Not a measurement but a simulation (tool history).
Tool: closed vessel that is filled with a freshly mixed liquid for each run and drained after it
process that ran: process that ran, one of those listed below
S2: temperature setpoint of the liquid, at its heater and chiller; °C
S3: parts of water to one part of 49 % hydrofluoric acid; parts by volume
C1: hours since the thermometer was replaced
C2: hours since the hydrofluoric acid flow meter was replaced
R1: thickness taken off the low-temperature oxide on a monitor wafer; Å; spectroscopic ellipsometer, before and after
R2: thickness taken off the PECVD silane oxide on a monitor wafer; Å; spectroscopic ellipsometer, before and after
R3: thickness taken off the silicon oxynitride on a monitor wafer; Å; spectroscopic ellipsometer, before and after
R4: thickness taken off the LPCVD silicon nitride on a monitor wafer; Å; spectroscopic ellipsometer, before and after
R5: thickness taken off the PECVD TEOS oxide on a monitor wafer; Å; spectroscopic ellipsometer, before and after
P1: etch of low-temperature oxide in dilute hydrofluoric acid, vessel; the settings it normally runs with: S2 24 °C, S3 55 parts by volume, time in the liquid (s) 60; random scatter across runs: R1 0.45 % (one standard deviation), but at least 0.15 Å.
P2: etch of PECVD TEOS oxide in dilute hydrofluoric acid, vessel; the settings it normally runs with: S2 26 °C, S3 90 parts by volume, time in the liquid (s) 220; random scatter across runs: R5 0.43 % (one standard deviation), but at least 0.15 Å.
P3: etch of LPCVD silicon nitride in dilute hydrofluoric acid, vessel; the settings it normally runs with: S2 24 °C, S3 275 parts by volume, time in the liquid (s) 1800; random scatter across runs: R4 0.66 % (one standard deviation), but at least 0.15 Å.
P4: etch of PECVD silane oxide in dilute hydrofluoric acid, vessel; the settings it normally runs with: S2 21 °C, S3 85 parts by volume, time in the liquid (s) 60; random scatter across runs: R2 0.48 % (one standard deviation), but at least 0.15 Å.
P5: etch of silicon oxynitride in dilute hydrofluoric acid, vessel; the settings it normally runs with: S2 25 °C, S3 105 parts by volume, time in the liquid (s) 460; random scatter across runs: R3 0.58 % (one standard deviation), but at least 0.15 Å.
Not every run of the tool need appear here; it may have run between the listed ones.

{"run": 1, "hour": 12.0, "process that ran": "P1", "S2": 24, "S3": 55, "time in the liquid (s)": 60, "C1": 481.7, "C2": 500.1, "R1": 272.91}
{"run": 2, "hour": 27.1, "process that ran": "P4", "S2": 21, "S3": 85, "time in the liquid (s)": 60, "C1": 496.8, "C2": 515.2, "R2": 95.668}
{"run": 3, "hour": 42.0, "process that ran": "P5", "S2": 17, "S3": 105, "time in the liquid (s)": 460, "C1": 511.7, "C2": 530.1, "R3": 58.605}
{"run": 4, "hour": 55.3, "process that ran": "P1", "S2": 30.5, "S3": 55, "time in the liquid (s)": 60, "C1": 525, "C2": 543.4, "R1": 356.53}
{"run": 5, "hour": 64.5, "process that ran": "P3", "S2": 24, "S3": 490, "time in the liquid (s)": 1800, "C1": 534.2, "C2": 552.6, "R4": 21.393}
{"run": 6, "hour": 73.8, "process that ran": "P1", "S2": 19, "S3": 20, "time in the liquid (s)": 60, "C1": 543.5, "C2": 561.9, "R1": 631.9}
{"run": 7, "hour": 83.6, "process that ran": "P1", "S2": 24, "S3": 55, "time in the liquid (s)": 60, "C1": 553.3, "C2": 571.7, "R1": 273.73}
{"run": 8, "hour": 93.3, "process that ran": "P5", "S2": 25, "S3": 105, "time in the liquid (s)": 460, "C1": 563, "C2": 581.4, "R3": 84.993}
{"run": 9, "hour": 104.1, "process that ran": "P5", "S2": 25, "S3": 105, "time in the liquid (s)": 675, "C1": 573.8, "C2": 592.2, "R3": 125.96}
{"run": 10, "hour": 117.7, "process that ran": "P2", "S2": 26, "S3": 30, "time in the liquid (s)": 220, "C1": 587.4, "C2": 605.8, "R5": 751.2}
{"run": 11, "hour": 127.2, "process that ran": "P3", "S2": 24, "S3": 275, "time in the liquid (s)": 2975, "C1": 596.9, "C2": 615.3, "R4": 61.971}
{"run": 12, "hour": 141.2, "process that ran": "P1", "S2": 24, "S3": 90, "time in the liquid (s)": 60, "C1": 610.9, "C2": 629.3, "R1": 157.18}
{"run": 13, "hour": 158.1, "process that ran": "P3", "S2": 29, "S3": 275, "time in the liquid (s)": 1800, "C1": 627.8, "C2": 646.2, "R4": 51.111}
{"run": 14, "hour": 174.0, "process that ran": "P1", "S2": 24, "S3": 20, "time in the liquid (s)": 30, "C1": 643.7, "C2": 662.1, "R1": 392.97}
{"run": 15, "hour": 181.6, "process that ran": "P1", "S2": 24, "S3": 55, "time in the liquid (s)": 30, "C1": 651.3, "C2": 669.7, "R1": 136.41}
{"run": 16, "hour": 197.2, "process that ran": "P1", "S2": 24, "S3": 55, "time in the liquid (s)": 60, "C1": 666.9, "C2": 685.3, "R1": 272.66}
{"run": 17, "hour": 211.0, "process that ran": "P5", "S2": 25, "S3": 175, "time in the liquid (s)": 460, "C1": 680.7, "C2": 699.1, "R3": 48.922}
{"run": 18, "hour": 226.5, "process that ran": "P3", "S2": 24, "S3": 275, "time in the liquid (s)": 1800, "C1": 696.2, "C2": 714.6, "R4": 38.032}
{"run": 19, "hour": 234.3, "process that ran": "P1", "S2": 24, "S3": 20, "time in the liquid (s)": 30, "C1": 704, "C2": 722.4, "R1": 394.18}
{"run": 20, "hour": 244.4, "process that ran": "P1", "S2": 24, "S3": 55, "time in the liquid (s)": 60, "C1": 714.1, "C2": 732.5, "R1": 272.41}
{"run": 21, "hour": 253.1, "process that ran": "P1", "S2": 24, "S3": 55, "time in the liquid (s)": 60, "C1": 722.8, "C2": 741.2, "R1": 272.97}
{"run": 22, "hour": 261.7, "process that ran": "P4", "S2": 21, "S3": 85, "time in the liquid (s)": 100, "C1": 731.4, "C2": 749.8, "R2": 160.49}
{"run": 23, "hour": 271.4, "process that ran": "P1", "S2": 24, "S3": 20, "time in the liquid (s)": 60, "C1": 741.1, "C2": 759.5, "R1": 787.41}
{"run": 24, "hour": 285.6, "process that ran": "P1", "S2": 17.5, "S3": 55, "time in the liquid (s)": 60, "C1": 755.3, "C2": 773.7, "R1": 206.81}
{"run": 25, "hour": 295.3, "process that ran": "P4", "S2": 28.5, "S3": 85, "time in the liquid (s)": 60, "C1": 765, "C2": 783.4, "R2": 129.97}
{"run": 26, "hour": 304.7, "process that ran": "P4", "S2": 21, "S3": 25, "time in the liquid (s)": 60, "C1": 774.4, "C2": 792.8, "R2": 349.61}
{"run": 27, "hour": 318.5, "process that ran": "P2", "S2": 26, "S3": 90, "time in the liquid (s)": 220, "C1": 788.2, "C2": 806.6, "R5": 233.12}
{"run": 28, "hour": 330.1, "process that ran": "P1", "S2": 24, "S3": 55, "time in the liquid (s)": 60, "C1": 799.8, "C2": 818.2, "R1": 272.84}
{"run": 29, "hour": 341.0, "process that ran": "P1", "S2": 24, "S3": 55, "time in the liquid (s)": 115, "C1": 810.7, "C2": 829.1, "R1": 524.07}
{"run": 30, "hour": 349.0, "process that ran": "P2", "S2": 30, "S3": 90, "time in the liquid (s)": 220, "C1": 818.7, "C2": 837.1, "R5": 269.88}
{"run": 31, "hour": 360.1, "process that ran": "P2", "S2": 26, "S3": 90, "time in the liquid (s)": 320, "C1": 829.8, "C2": 848.2, "R5": 340.44}
{"run": 32, "hour": 374.0, "process that ran": "P1", "S2": 24, "S3": 55, "time in the liquid (s)": 60, "C1": 843.7, "C2": 862.1, "R1": 271.82}
{"run": 33, "hour": 388.9, "process that ran": "P1", "S2": 24, "S3": 55, "time in the liquid (s)": 60, "C1": 858.6, "C2": 877, "R1": 272.4}
{"run": 34, "hour": 405.5, "process that ran": "P1", "S2": 24, "S3": 55, "time in the liquid (s)": 60, "C1": 875.2, "C2": 893.6, "R1": 283.04}
{"run": 35, "hour": 413.5, "process that ran": "P1", "S2": 24, "S3": 55, "time in the liquid (s)": 60, "C1": 883.2, "C2": 901.6, "R1": 288.67}
{"run": 36, "hour": 427.4, "process that ran": "P1", "S2": 24, "S3": 55, "time in the liquid (s)": 60, "C1": 897.1, "C2": 915.5, "R1": 291.61}
{"run": 37, "hour": 441.2, "process that ran": "P1", "S2": 24, "S3": 55, "time in the liquid (s)": 60, "C1": 910.9, "C2": 929.3, "R1": 291.83}
{"run": 38, "hour": 452.7, "process that ran": "P1", "S2": 24, "S3": 55, "time in the liquid (s)": 60, "C1": 922.4, "C2": 940.8, "R1": 298.58}
{"run": 39, "hour": 467.9, "process that ran": "P1", "S2": 24, "S3": 55, "time in the liquid (s)": 60, "C1": 937.6, "C2": 956, "R1": 298.7}
{"run": 40, "hour": 482.6, "process that ran": "P1", "S2": 24, "S3": 55, "time in the liquid (s)": 60, "C1": 952.3, "C2": 970.7, "R1": 298.78}
{"run": 41, "hour": 490.8, "process that ran": "P1", "S2": 24, "S3": 55, "time in the liquid (s)": 60, "C1": 960.5, "C2": 978.9, "R1": 299.43}
{"run": 42, "hour": 501.5, "process that ran": "P1", "S2": 24, "S3": 55, "time in the liquid (s)": 60, "C1": 971.2, "C2": 989.6, "R1": 296.97}

P1 has crept away from where it was. The log is fitted equally well by each of these 2 causes, at the sizes shown:
A: hydrofluoric acid flow above the setpoint (%) = 8.86
B: liquid hotter than its thermometer reads (K) = 2.24
The creep began at about hour 388.9.

Each of the check runs listed below is run on 2 wafers and reports their average, with the results left as question marks. Pick the one under which the possible causes would lead to clearly different results.
{"run": "check 1", "hour": 512.2, "process that ran": "P5", "S2": 25, "S3": 175, "time in the liquid (s)": 460, "R3": "?"}
{"run": "check 2", "hour": 512.2, "process that ran": "P2", "S2": 29.5, "S3": 35, "time in the liquid (s)": 220, "R5": "?"}
{"run": "check 3", "hour": 512.2, "process that ran": "P4", "S2": 28, "S3": 25, "time in the liquid (s)": 60, "R2": "?"}
{"run": "check 4", "hour": 512.2, "process that ran": "P3", "S2": 27, "S3": 365, "time in the liquid (s)": 1800, "R4": "?"}

Check results expected under each cause:
check=check_1 result=R3 if_A=53.787 if_B=53.943
check=check_2 result=R5 if_A=811.84 if_B=811.37
check=check_3 result=R2 if_A=514.91 if_B=516.42
check=check_4 result=R4 if_A=37.314 if_B=38.932
Minimum pairwise separation of causes per check, each pair taken at its best-separating result: check 1 0.29 %; check 2 0.06 %; check 3 0.29 %; check 4 4.24 %
Only check 4 tells the causes apart: in the others they would give nearly the same result.

Running check 4 produced the following: R4 38.685 Å. Which one of the listed causes fits?

Of the candidate causes, it is B: liquid hotter than its thermometer reads (K).
